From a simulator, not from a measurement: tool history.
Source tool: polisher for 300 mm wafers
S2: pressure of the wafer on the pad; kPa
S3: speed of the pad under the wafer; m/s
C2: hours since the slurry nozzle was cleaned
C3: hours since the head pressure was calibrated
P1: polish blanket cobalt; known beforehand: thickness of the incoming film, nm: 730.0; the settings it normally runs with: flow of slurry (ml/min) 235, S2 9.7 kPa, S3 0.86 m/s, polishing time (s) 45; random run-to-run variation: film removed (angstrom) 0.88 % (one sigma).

Run 1, day 0.258: flow of slurry (ml/min) 235, S2 9.7 kPa, S3 0.86 m/s, polishing time (s) 45; wafers polished on this pad 749; C2 400.9; C3 508.7. Result: film removed (angstrom) 1638.30.
Run 2, day 0.588: flow of slurry (ml/min) 235, S2 9.7 kPa, S3 0.86 m/s, polishing time (s) 45; wafers polished on this pad 850; C2 408.8; C3 516.6. Result: film removed (angstrom) 1635.30.
Run 3, day 0.933: flow of slurry (ml/min) 235, S2 4.8 kPa, S3 0.86 m/s, polishing time (s) 45; wafers polished on this pad 956; C2 417.1; C3 524.9. Result: film removed (angstrom) 817.25.
Run 4, day 1.304: flow of slurry (ml/min) 170, S2 5.5 kPa, S3 0.86 m/s, polishing time (s) 45; wafers polished on this pad 1069; C2 426.0; C3 533.8. Result: film removed (angstrom) 887.73.
Run 5, day 1.567: flow of slurry (ml/min) 235, S2 9.7 kPa, S3 0.86 m/s, polishing time (s) 45; wafers polished on this pad 1149; C2 432.3; C3 540.1. Result: film removed (angstrom) 1634.20.
Run 6, day 1.762: flow of slurry (ml/min) 235, S2 9.7 kPa, S3 0.86 m/s, polishing time (s) 45; wafers polished on this pad 1209; C2 437.0; C3 544.8. Result: film removed (angstrom) 1635.50.
Run 7, day 1.946: flow of slurry (ml/min) 235, S2 9.7 kPa, S3 0.38 m/s, polishing time (s) 45; wafers polished on this pad 1266; C2 441.4; C3 549.2. Result: film removed (angstrom) 716.49.
Run 8, day 2.283: flow of slurry (ml/min) 235, S2 9.7 kPa, S3 0.86 m/s, polishing time (s) 72; wafers polished on this pad 1369; C2 449.5; C3 557.3. Result: film removed (angstrom) 2604.70.
Run 9, day 2.662: flow of slurry (ml/min) 235, S2 9.7 kPa, S3 0.86 m/s, polishing time (s) 21; wafers polished on this pad 1485; C2 458.6; C3 566.4. Result: film removed (angstrom) 763.15.
Run 10, day 2.950: flow of slurry (ml/min) 235, S2 9.7 kPa, S3 0.86 m/s, polishing time (s) 45; wafers polished on this pad 1573; C2 465.5; C3 573.3. Result: film removed (angstrom) 1633.20.
Run 11, day 3.175: flow of slurry (ml/min) 235, S2 9.7 kPa, S3 1.26 m/s, polishing time (s) 45; wafers polished on this pad 1642; C2 470.9; C3 578.7. Result: film removed (angstrom) 2394.60.
Run 12, day 3.429: flow of slurry (ml/min) 235, S2 13.1 kPa, S3 0.86 m/s, polishing time (s) 45; wafers polished on this pad 1720; C2 477.0; C3 584.8. Result: film removed (angstrom) 2212.00.
Run 13, day 3.750: flow of slurry (ml/min) 235, S2 9.7 kPa, S3 0.86 m/s, polishing time (s) 45; wafers polished on this pad 1818; C2 484.7; C3 592.5. Result: film removed (angstrom) 1613.50.
Run 14, day 3.967: flow of slurry (ml/min) 305, S2 9.7 kPa, S3 0.86 m/s, polishing time (s) 45; wafers polished on this pad 1884; C2 489.9; C3 597.7. Result: film removed (angstrom) 1671.40.
Run 15, day 4.325: flow of slurry (ml/min) 235, S2 14.5 kPa, S3 0.86 m/s, polishing time (s) 28; wafers polished on this pad 1994; C2 498.5; C3 606.3. Result: film removed (angstrom) 1522.10.
Run 16, day 4.608: flow of slurry (ml/min) 235, S2 13.1 kPa, S3 1.18 m/s, polishing time (s) 45; wafers polished on this pad 2081; C2 505.3; C3 613.1. Result: film removed (angstrom) 3017.10.
Run 17, day 5.000: flow of slurry (ml/min) 140, S2 9.7 kPa, S3 0.86 m/s, polishing time (s) 45; wafers polished on this pad 2201; C2 514.7; C3 622.5. Result: film removed (angstrom) 1511.80.
Run 18, day 5.200: flow of slurry (ml/min) 235, S2 9.7 kPa, S3 0.86 m/s, polishing time (s) 45; wafers polished on this pad 2262; C2 519.5; C3 627.3. Result: film removed (angstrom) 1639.00.
Run 19, day 5.500: flow of slurry (ml/min) 235, S2 9.7 kPa, S3 0.86 m/s, polishing time (s) 45; wafers polished on this pad 2354; C2 526.7; C3 634.5. Result: film removed (angstrom) 1593.80.
Run 20, day 5.700: flow of slurry (ml/min) 235, S2 9.7 kPa, S3 0.86 m/s, polishing time (s) 45; wafers polished on this pad 2415; C2 531.5; C3 639.3. Result: film removed (angstrom) 1595.30.
Run 21, day 5.908: flow of slurry (ml/min) 235, S2 9.7 kPa, S3 0.86 m/s, polishing time (s) 45; wafers polished on this pad 2479; C2 536.5; C3 644.3. Result: film removed (angstrom) 1573.70.
Run 22, day 6.212: flow of slurry (ml/min) 235, S2 9.7 kPa, S3 0.86 m/s, polishing time (s) 45; wafers polished on this pad 2572; C2 543.8; C3 651.6. Result: film removed (angstrom) 1580.30.
Run 23, day 6.567: flow of slurry (ml/min) 235, S2 9.7 kPa, S3 0.86 m/s, polishing time (s) 45; wafers polished on this pad 2681; C2 552.3; C3 660.1. Result: film removed (angstrom) 1556.90.
Run 24, day 6.842: flow of slurry (ml/min) 235, S2 9.7 kPa, S3 0.86 m/s, polishing time (s) 45; wafers polished on this pad 2765; C2 558.9; C3 666.7. Result: film removed (angstrom) 1546.90.
Run 25, day 7.096: flow of slurry (ml/min) 235, S2 9.7 kPa, S3 0.86 m/s, polishing time (s) 45; wafers polished on this pad 2843; C2 565.0; C3 672.8. Result: film removed (angstrom) 1546.70.
Run 26, day 7.467: flow of slurry (ml/min) 235, S2 9.7 kPa, S3 0.86 m/s, polishing time (s) 45; wafers polished on this pad 2956; C2 573.9; C3 681.7. Result: film removed (angstrom) 1542.70.
At day 7.550: head pressure recalibrated.
Run 27, day 7.867: flow of slurry (ml/min) 235, S2 9.7 kPa, S3 0.86 m/s, polishing time (s) 45; wafers polished on this pad 3079; C2 583.5; C3 7.6. Result: film removed (angstrom) 1532.10.
Run 28, day 8.121: flow of slurry (ml/min) 235, S2 9.7 kPa, S3 0.86 m/s, polishing time (s) 45; wafers polished on this pad 3157; C2 589.6; C3 13.7. Result: film removed (angstrom) 1535.40.
Run 29, day 8.492: flow of slurry (ml/min) 235, S2 9.7 kPa, S3 0.86 m/s, polishing time (s) 45; wafers polished on this pad 3270; C2 598.5; C3 22.6. Result: film removed (angstrom) 1537.30.

Compared with where it was, what P1 gives has crept away. Each cause listed below fits the log as well as the rest, at the size given for it:
A: slurry flow missing at the pad, % = 32.7
B: removal rate lost through wear of the pad, % = 5.3
The gradual shift began around day 5.200.
Ruled out, with reasons:
head's pressure below its setpoint, %: serviced at day 7.550, which brought nothing back

Which of the check runs below tells the causes apart, meaning the causes would give it clearly different results? Each run uses 5 wafers whose results are averaged, and each result is shown as a question mark.
Run check 1, day 8.862: flow of slurry (ml/min) 140, S2 9.7 kPa, S3 0.60 m/s, polishing time (s) 45. Result: film removed (angstrom) ?.
Run check 2, day 8.862: flow of slurry (ml/min) 235, S2 9.7 kPa, S3 0.66 m/s, polishing time (s) 45. Result: film removed (angstrom) ?.
Run check 3, day 8.862: flow of slurry (ml/min) 235, S2 12.4 kPa, S3 0.68 m/s, polishing time (s) 45. Result: film removed (angstrom) ?.
Run check 4, day 8.862: flow of slurry (ml/min) 235, S2 9.7 kPa, S3 0.68 m/s, polishing time (s) 45. Result: film removed (angstrom) ?.

Expected result of each check under each candidate cause:
  check                   result     if A     if B
check 1  film removed (angstrom)   960.18   992.37
check 2  film removed (angstrom)  1177.40  1177.30
check 3  film removed (angstrom)  1559.60  1559.50
check 4  film removed (angstrom)  1213.10  1212.90
Distance between the nearest two causes, measured in the result of the check that separates them most: check 1 3.3 %; check 2 0.01 %; check 3 0.01 %; check 4 0.01 %
The other checks would show nearly matching results whichever cause is true, so check 1 is the only one that separates the causes.

With check 1 done, the readings were: film removed (angstrom) 957.63. Identify which of the listed causes applies.

A is the cause: slurry flow missing at the pad, %.

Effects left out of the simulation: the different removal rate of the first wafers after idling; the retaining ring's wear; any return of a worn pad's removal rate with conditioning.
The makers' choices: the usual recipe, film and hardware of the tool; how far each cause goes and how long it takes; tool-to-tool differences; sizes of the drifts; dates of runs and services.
